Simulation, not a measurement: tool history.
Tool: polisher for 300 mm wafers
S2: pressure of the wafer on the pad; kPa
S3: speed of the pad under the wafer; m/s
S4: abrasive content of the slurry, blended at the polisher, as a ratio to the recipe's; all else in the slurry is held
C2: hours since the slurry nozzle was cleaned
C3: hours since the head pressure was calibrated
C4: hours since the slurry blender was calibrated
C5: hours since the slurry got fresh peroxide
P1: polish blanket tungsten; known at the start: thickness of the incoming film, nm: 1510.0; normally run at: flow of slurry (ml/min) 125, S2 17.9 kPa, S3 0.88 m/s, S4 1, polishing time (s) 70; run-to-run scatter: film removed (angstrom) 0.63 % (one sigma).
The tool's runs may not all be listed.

{"run": 1, "hour": 2.5, "flow of slurry (ml/min)": 125, "S2": 17.9, "S3": 0.88, "S4": 1, "polishing time (s)": 70, "wafers polished on this pad": 698, "C2": 68.6, "C3": 278.4, "C4": 174.3, "C5": 47.8, "film removed (angstrom)": 1613.2}
{"run": 2, "hour": 6.3, "flow of slurry (ml/min)": 125, "S2": 17.9, "S3": 0.88, "S4": 1.45, "polishing time (s)": 70, "wafers polished on this pad": 720, "C2": 72.4, "C3": 282.2, "C4": 178.1, "C5": 51.6, "film removed (angstrom)": 1739.3}
{"run": 3, "hour": 10.4, "flow of slurry (ml/min)": 125, "S2": 22.8, "S3": 0.88, "S4": 1, "polishing time (s)": 70, "wafers polished on this pad": 744, "C2": 76.5, "C3": 286.3, "C4": 182.2, "C5": 55.7, "film removed (angstrom)": 2029.4}
{"run": 4, "hour": 13.9, "flow of slurry (ml/min)": 125, "S2": 17.9, "S3": 0.88, "S4": 1, "polishing time (s)": 70, "wafers polished on this pad": 765, "C2": 80, "C3": 289.8, "C4": 185.7, "C5": 59.2, "film removed (angstrom)": 1612.2}
{"run": 5, "hour": 18.4, "flow of slurry (ml/min)": 125, "S2": 17.9, "S3": 0.54, "S4": 1, "polishing time (s)": 70, "wafers polished on this pad": 792, "C2": 84.5, "C3": 294.3, "C4": 190.2, "C5": 63.7, "film removed (angstrom)": 988.06}
{"hour": 19.4, "done": "worn pad replaced by a new one"}
{"run": 6, "hour": 22.0, "flow of slurry (ml/min)": 125, "S2": 8.3, "S3": 0.88, "S4": 1, "polishing time (s)": 70, "wafers polished on this pad": 15, "C2": 88.1, "C3": 297.9, "C4": 193.8, "C5": 67.3, "film removed (angstrom)": 730.89}
{"run": 7, "hour": 25.7, "flow of slurry (ml/min)": 125, "S2": 17.9, "S3": 0.88, "S4": 1, "polishing time (s)": 92, "wafers polished on this pad": 37, "C2": 91.8, "C3": 301.6, "C4": 197.5, "C5": 71, "film removed (angstrom)": 2101.8}
{"run": 8, "hour": 28.7, "flow of slurry (ml/min)": 125, "S2": 17.9, "S3": 0.88, "S4": 0.7, "polishing time (s)": 70, "wafers polished on this pad": 55, "C2": 94.8, "C3": 304.6, "C4": 200.5, "C5": 74, "film removed (angstrom)": 1466}
{"run": 9, "hour": 33.0, "flow of slurry (ml/min)": 125, "S2": 17.9, "S3": 0.88, "S4": 1, "polishing time (s)": 34, "wafers polished on this pad": 80, "C2": 99.1, "C3": 308.9, "C4": 204.8, "C5": 78.3, "film removed (angstrom)": 768.38}
{"run": 10, "hour": 36.2, "flow of slurry (ml/min)": 75, "S2": 9, "S3": 0.88, "S4": 1, "polishing time (s)": 70, "wafers polished on this pad": 99, "C2": 102.3, "C3": 312.1, "C4": 208, "C5": 81.5, "film removed (angstrom)": 694.56}
{"run": 11, "hour": 40.3, "flow of slurry (ml/min)": 125, "S2": 17.9, "S3": 1.32, "S4": 1, "polishing time (s)": 70, "wafers polished on this pad": 124, "C2": 106.4, "C3": 316.2, "C4": 212.1, "C5": 85.6, "film removed (angstrom)": 2411.2}
{"run": 12, "hour": 43.2, "flow of slurry (ml/min)": 125, "S2": 17.9, "S3": 0.88, "S4": 1, "polishing time (s)": 70, "wafers polished on this pad": 141, "C2": 109.3, "C3": 319.1, "C4": 215, "C5": 88.5, "film removed (angstrom)": 1606.6}
{"run": 13, "hour": 47.4, "flow of slurry (ml/min)": 125, "S2": 17.9, "S3": 0.88, "S4": 1, "polishing time (s)": 70, "wafers polished on this pad": 166, "C2": 113.5, "C3": 323.3, "C4": 219.2, "C5": 92.7, "film removed (angstrom)": 1593.1}
{"hour": 49.6, "done": "head pressure recalibrated"}
{"run": 14, "hour": 50.3, "flow of slurry (ml/min)": 75, "S2": 17.9, "S3": 0.88, "S4": 1, "polishing time (s)": 70, "wafers polished on this pad": 183, "C2": 116.4, "C3": 0.7, "C4": 222.1, "C5": 95.6, "film removed (angstrom)": 1405.4}
{"run": 15, "hour": 53.9, "flow of slurry (ml/min)": 170, "S2": 17.9, "S3": 0.88, "S4": 1, "polishing time (s)": 70, "wafers polished on this pad": 204, "C2": 120, "C3": 4.3, "C4": 225.7, "C5": 99.2, "film removed (angstrom)": 1716.7}
{"run": 16, "hour": 58.2, "flow of slurry (ml/min)": 125, "S2": 17.9, "S3": 0.88, "S4": 1, "polishing time (s)": 70, "wafers polished on this pad": 229, "C2": 124.3, "C3": 8.6, "C4": 230, "C5": 103.5, "film removed (angstrom)": 1602.2}
{"run": 17, "hour": 60.6, "flow of slurry (ml/min)": 125, "S2": 22.8, "S3": 1.34, "S4": 1, "polishing time (s)": 70, "wafers polished on this pad": 244, "C2": 126.7, "C3": 11, "C4": 232.4, "C5": 105.9, "film removed (angstrom)": 3103.2}
{"run": 18, "hour": 64.5, "flow of slurry (ml/min)": 125, "S2": 17.9, "S3": 0.88, "S4": 1, "polishing time (s)": 70, "wafers polished on this pad": 267, "C2": 130.6, "C3": 14.9, "C4": 236.3, "C5": 109.8, "film removed (angstrom)": 1602}

The next listed run, before its measurement:
{"run": 19, "hour": 68.9, "flow of slurry (ml/min)": 125, "S2": 17.9, "S3": 0.88, "S4": 1, "polishing time (s)": 70, "wafers polished on this pad": 293, "C2": 135, "C3": 19.3, "C4": 240.7, "C5": 114.2, "film removed (angstrom)": "?"}

{"run 19": {"film removed (angstrom)": 1528.4}}

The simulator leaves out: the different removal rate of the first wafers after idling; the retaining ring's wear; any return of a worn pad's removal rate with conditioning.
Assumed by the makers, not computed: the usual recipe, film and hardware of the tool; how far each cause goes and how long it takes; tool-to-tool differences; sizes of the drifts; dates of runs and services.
